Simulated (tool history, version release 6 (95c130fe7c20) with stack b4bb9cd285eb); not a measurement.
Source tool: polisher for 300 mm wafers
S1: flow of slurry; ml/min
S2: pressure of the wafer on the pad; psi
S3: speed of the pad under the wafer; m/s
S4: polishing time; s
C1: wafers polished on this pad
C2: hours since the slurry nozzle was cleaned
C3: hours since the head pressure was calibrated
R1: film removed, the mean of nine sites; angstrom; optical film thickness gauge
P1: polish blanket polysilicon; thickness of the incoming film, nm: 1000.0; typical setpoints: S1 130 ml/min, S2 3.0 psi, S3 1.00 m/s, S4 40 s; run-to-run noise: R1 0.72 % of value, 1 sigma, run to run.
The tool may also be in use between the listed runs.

run  hour   S1   S2    S3  S4   C1     C2     C3      R1
  1   3.9  130  3.0  1.00  40  378  280.9  290.8  3772.0
  2   7.1  130  3.0  1.00  40  407  284.1  294.0  3794.6
  3  12.6  130  1.4  1.00  40  456  289.6  299.5  1762.3
  4  18.0  130  3.0  1.00  19  504  295.0  304.9  1802.2
  5  24.8  130  3.0  1.00  40  565  301.8  311.7  3774.4
  6  27.9  130  3.0  1.54  40  593  304.9  314.8  5793.1
  7  32.1  130  4.1  1.00  40  631  309.1  319.0  5187.7
  8  38.4  130  3.0  1.00  62  687  315.4  325.3  5798.4
     41.9  -- worn pad replaced by a new one
  9  44.1  175  3.0  1.44  40   20  321.1  331.0  5706.1
 10  51.0  130  3.0  1.00  40   82  328.0  337.9  3743.8
 11  56.5   80  3.0  1.00  40  131  333.5  343.4  3316.6
 12  63.0   80  3.0  1.00  56  189  340.0  349.9  4619.1
 13  66.4  130  3.0  0.46  40  220  343.4  353.3  1743.4

Forecast run 14:
 14  72.3  130  3.0  1.00  40  273  349.3  359.2   ?

{"run 14": {"R1": 3725.7}}

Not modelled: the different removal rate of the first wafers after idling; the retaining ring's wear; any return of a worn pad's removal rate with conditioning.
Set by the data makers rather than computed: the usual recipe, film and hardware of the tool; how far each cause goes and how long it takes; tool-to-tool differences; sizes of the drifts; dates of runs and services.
